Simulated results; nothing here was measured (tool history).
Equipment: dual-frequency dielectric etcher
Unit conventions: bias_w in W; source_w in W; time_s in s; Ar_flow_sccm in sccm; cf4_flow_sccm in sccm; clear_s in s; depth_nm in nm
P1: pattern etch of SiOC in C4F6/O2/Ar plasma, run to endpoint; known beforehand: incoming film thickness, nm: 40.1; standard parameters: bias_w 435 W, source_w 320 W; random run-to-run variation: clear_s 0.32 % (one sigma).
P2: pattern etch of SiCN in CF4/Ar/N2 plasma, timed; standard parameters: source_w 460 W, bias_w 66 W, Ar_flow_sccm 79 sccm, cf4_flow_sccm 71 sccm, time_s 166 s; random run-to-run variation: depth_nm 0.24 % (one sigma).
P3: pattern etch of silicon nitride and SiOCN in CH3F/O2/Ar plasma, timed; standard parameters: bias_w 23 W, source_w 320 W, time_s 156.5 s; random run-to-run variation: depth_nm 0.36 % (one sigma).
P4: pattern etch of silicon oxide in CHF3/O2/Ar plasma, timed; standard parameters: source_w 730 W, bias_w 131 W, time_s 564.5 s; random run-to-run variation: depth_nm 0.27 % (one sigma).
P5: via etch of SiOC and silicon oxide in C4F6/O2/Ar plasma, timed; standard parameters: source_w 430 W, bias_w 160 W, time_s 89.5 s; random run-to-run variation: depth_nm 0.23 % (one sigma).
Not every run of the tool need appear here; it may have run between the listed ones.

run	hour	process	bias_w	source_w	time_s	Ar_flow_sccm	cf4_flow_sccm	clear_s	depth_nm
1	10.5	P1	435	320				15.375	
2	26.4	P4	131	730	564.5				1073.1
3	44.8	P4	131	730	697.5				1331.6
4	57.8	P1	435	320				15.377	
5	66.9	P1	601	210				15.889	
6	76.1	P1	435	320				15.278	
7	85.6	P1	609	200				16.151	
8	94.4	P3	32	320	156.5				22.946
9	106	P1	298	230				19.935	
10	115.7	P1	435	420				14.016	
11	133.9	P3	23	430	156.5				21.753
12	146.3	P5	160	320	89.5				86.695
13	157.3	P1	435	230				17.501	
14	167.1	P1	435	320				15.431	
15	175.8	P1	435	320				15.349	
16	193.8	P2	66	460	166	79	71		150.33
17	211.9	P2	66	460	166	79	94		155.48
18	228	P3	23	320	156.5				19.666
# hour 236: wet clean of the chamber
19	241.4	P4	182	730	564.5				1198.3
20	258.7	P2	66	290	166	79	71		100.02

What will run 21 give?
21	277.1	P1	576	320				?	

Run 21 measured clear_s 13.908 s.
